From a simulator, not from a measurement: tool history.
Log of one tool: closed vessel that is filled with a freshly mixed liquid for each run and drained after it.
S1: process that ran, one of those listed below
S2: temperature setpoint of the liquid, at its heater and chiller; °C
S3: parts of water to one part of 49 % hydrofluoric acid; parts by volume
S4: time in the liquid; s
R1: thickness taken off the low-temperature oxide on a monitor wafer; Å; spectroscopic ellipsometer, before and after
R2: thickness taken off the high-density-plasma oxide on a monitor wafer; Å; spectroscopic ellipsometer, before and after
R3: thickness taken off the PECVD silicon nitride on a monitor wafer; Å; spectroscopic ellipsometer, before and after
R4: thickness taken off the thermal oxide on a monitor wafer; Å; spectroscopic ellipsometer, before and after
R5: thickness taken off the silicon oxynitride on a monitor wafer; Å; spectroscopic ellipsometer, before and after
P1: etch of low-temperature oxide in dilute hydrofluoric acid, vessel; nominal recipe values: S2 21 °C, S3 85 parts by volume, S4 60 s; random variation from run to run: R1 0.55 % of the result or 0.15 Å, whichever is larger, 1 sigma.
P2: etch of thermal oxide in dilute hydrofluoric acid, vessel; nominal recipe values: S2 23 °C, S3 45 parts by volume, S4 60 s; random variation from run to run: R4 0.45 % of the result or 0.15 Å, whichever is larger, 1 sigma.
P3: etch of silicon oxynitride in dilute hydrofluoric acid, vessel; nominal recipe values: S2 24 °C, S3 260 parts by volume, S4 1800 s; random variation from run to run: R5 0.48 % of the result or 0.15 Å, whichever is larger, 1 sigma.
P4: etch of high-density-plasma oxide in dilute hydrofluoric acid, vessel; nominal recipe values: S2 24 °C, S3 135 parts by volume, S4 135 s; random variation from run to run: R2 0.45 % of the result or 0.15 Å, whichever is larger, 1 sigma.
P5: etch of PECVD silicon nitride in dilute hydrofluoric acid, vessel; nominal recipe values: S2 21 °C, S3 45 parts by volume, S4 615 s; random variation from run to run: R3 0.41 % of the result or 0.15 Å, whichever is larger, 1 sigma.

run	day	S1	S2	S3	S4	R1	R2	R3	R4	R5
1	0.242	P1	21	85	60	141.76				
2	0.375	P4	24	190	135		33.155			
3	0.521	P1	21	85	60	143.08				
4	0.712	P5	21	45	305			254.76		
5	0.838	P4	24	135	210		75.976			
6	1.058	P5	28.5	45	615			853.09		
7	1.2	P2	26.5	45	60				71.123	
8	1.379	P1	21	45	30	141.08				
9	1.617	P1	17.5	85	35	72.601				
10	1.825	P2	23	75	60				35.392	
11	2.004	P3	24	475	1800					40.919
12	2.238	P3	19	260	1800					69.771
13	2.446	P1	21	85	100	234.67				
14	2.621	P4	24	135	135		49.044			
15	2.833	P2	23	45	60				60.928	
16	3.004	P1	21	85	60	143.42				
17	3.175	P1	21	145	110	143.05				
18	3.404	P2	23	45	115				118.91	
19	3.533	P1	25	85	60	167.44				
20	3.662	P4	32	135	135		65.838			
21	3.875	P3	24	260	30					1.5381
22	4.117	P5	21	45	615			515.76		
23	4.329	P1	21	150	60	75.008				
24	4.533	P1	17	85	60	119.14				
25	4.671	P1	21	50	60	252.68				
26	4.892	P5	21	45	615			516.9		
27	5.108	P2	23	45	60				61.836	
28	5.3	P1	21	85	30	71.458				
29	5.467	P3	24	260	1800					86.01
30	5.658	P1	21	85	60	141.81				
31	5.771	P5	21	25	615			909.8		
32	5.925	P1	21	85	60	143.18				
33	6.104	P1	21	85	60	138.89				
34	6.333	P1	21	85	60	137.33				
35	6.517	P1	21	85	60	135.58				
36	6.658	P1	21	85	60	136.22				
37	6.875	P1	21	85	60	134.82				
38	7.042	P1	21	85	60	134.74				
39	7.254	P1	21	85	60	133.55				
40	7.438	P1	21	85	60	134.87				
41	7.617	P1	21	85	60	133.11				
42	7.808	P1	21	85	60	133.31				

Something has made what P1 gives creep away from where it was; the 2 causes below, each at its own stated size, fit the log equally well:
A: hydrofluoric acid flow below the setpoint (%) = 5.42
B: liquid colder than its thermometer reads (K) = 1.49
At approximately day 5.925, the process output began to creep.

4 check runs are offered, one wafer each, their results left as question marks. Which one tells the causes apart?
check 1	8	P5	25	45	615			?		
check 2	8	P4	28.5	135	205		?			
check 3	8	P3	24	395	1800					?
check 4	8	P2	23	70	60				?	

If the cause were each of the candidates in turn, the checks would give the following:
check	result	if A	if B
check 1	R3	641.71	612.88
check 2	R2	82.213	83.06
check 3	R5	48.617	49.051
check 4	R4	36.152	36.133
Per-check spread between the two closest causes, in the result where they differ most: check 1 4.6 %; check 2 1.03 %; check 3 0.89 %; check 4 0.05 %
Check 1 distinguishes between the causes, while the remaining checks would return nearly the same result for all of them.

Check 1 has now been run. It gave: R3 617.49 Å. Which of the candidate causes is it?

The correct cause is B, namely: liquid colder than its thermometer reads (K).
